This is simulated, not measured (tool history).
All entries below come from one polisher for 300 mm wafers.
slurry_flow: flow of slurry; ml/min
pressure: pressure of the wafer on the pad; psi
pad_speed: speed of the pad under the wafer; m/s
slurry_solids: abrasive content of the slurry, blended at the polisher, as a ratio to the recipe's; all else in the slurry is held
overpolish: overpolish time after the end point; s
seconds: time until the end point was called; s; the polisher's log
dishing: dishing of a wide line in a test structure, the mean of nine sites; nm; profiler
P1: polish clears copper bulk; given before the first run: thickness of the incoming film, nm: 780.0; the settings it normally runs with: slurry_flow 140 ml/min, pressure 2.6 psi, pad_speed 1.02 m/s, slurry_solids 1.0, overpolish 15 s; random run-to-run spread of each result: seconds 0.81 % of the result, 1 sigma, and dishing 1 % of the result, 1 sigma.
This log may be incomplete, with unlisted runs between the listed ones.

run,hour,slurry_flow,pressure,pad_speed,slurry_solids,overpolish,seconds,dishing
1,6.1,140,2.6,1.02,1.0,15,92.739,69.236
2,14.6,140,2.6,1.34,1.0,15,71.050,79.083
3,22.9,140,2.6,1.02,1.0,15,92.626,68.376
4,27.7,140,2.6,1.02,1.0,15,92.976,67.993
5,36.5,140,1.2,1.02,1.0,15,202.570,36.203
6,43.2,140,2.6,1.02,1.0,5,93.166,28.463
7,48.7,140,2.6,1.02,1.0,15,92.465,67.467
8,56.5,140,2.6,0.70,1.0,15,135.940,52.741
# hour 58.4: slurry blender recalibrated
9,64.9,85,2.6,1.02,1.0,15,104.600,63.951
10,74.7,140,3.9,1.02,1.0,15,61.055,89.822
11,82.2,190,2.6,1.02,1.0,15,88.924,71.419
12,91.4,140,2.6,1.02,1.0,15,92.309,68.356
13,99.0,140,2.6,1.02,0.5,15,107.110,62.655
14,108.1,140,2.6,1.02,1.4,15,86.497,73.386
15,114.3,140,2.6,1.02,1.0,15,91.121,69.047
16,119.6,140,2.6,0.64,1.0,23,147.070,66.777
17,129.3,140,2.6,1.02,1.0,29,93.283,98.618
18,136.2,140,2.6,1.02,1.0,15,94.356,69.200
19,144.2,140,2.6,1.02,1.0,15,95.844,66.335
20,153.2,140,2.6,1.02,1.0,15,98.841,66.388
21,158.7,140,2.6,1.02,1.0,15,99.577,64.663
# hour 163.7: head pressure recalibrated
22,166.4,140,2.6,1.02,1.0,15,102.530,65.104
# hour 167.8: slurry blender recalibrated
23,171.8,140,2.6,1.02,1.0,15,102.570,64.531
24,177.1,140,2.6,1.02,1.0,15,101.450,63.213
25,181.7,140,2.6,1.02,1.0,15,102.690,65.077
26,189.8,140,2.6,1.02,1.0,15,101.700,62.283

The log shows P1 creeping away from where it was. Any of the 2 causes listed here, at the size stated for it, fits the log just as well as the others:
A: slurry flow missing at the pad, % = 35.9
B: removal rate lost through wear of the pad, % = 9.53
The gradual shift began around hour 136.2.
Other possible causes, and why each is ruled out:
head's pressure below its setpoint, %: was serviced at hour 163.7, once the creep was under way, yet the earlier output never came back
abrasive missing from the slurry, %: was serviced at hour 167.8, once the creep was under way, yet the earlier output never came back

Below are 4 check runs, each averaged over 2 wafers, with their results shown as question marks. Which of them would give clearly different results depending on which cause is behind the drift?
check 1,197.9,140,1.8,1.02,1.00,15,?,?
check 2,197.9,140,2.6,1.02,0.55,7,?,?
check 3,197.9,85,2.6,1.02,1.00,9,?,?
check 4,197.9,140,2.6,1.02,1.00,28,?,?

What every check run would give for each of its results, assuming each possible cause in turn:
check,result,if A,if B
check 1,seconds,148.110,148.090
check 1,dishing,47.435,47.439
check 2,seconds,116.010,116.000
check 2,dishing,31.963,31.966
check 3,seconds,121.440,115.070
check 3,dishing,38.039,39.771
check 4,seconds,102.540,102.530
check 4,dishing,92.492,92.497
Per check, the gap between the least separated pair of causes, taken in the result that splits them most: check 1 0.01 %; check 2 0.01 %; check 3 5.39 %; check 4 0.01 %
The other checks would show nearly matching results whichever cause is true, so check 3 is the only one that separates the causes.

Here is what check 3 returned: seconds 121.350 s; dishing 38.326 nm. Which cause is it?

The correct cause is A, namely: slurry flow missing at the pad, %.

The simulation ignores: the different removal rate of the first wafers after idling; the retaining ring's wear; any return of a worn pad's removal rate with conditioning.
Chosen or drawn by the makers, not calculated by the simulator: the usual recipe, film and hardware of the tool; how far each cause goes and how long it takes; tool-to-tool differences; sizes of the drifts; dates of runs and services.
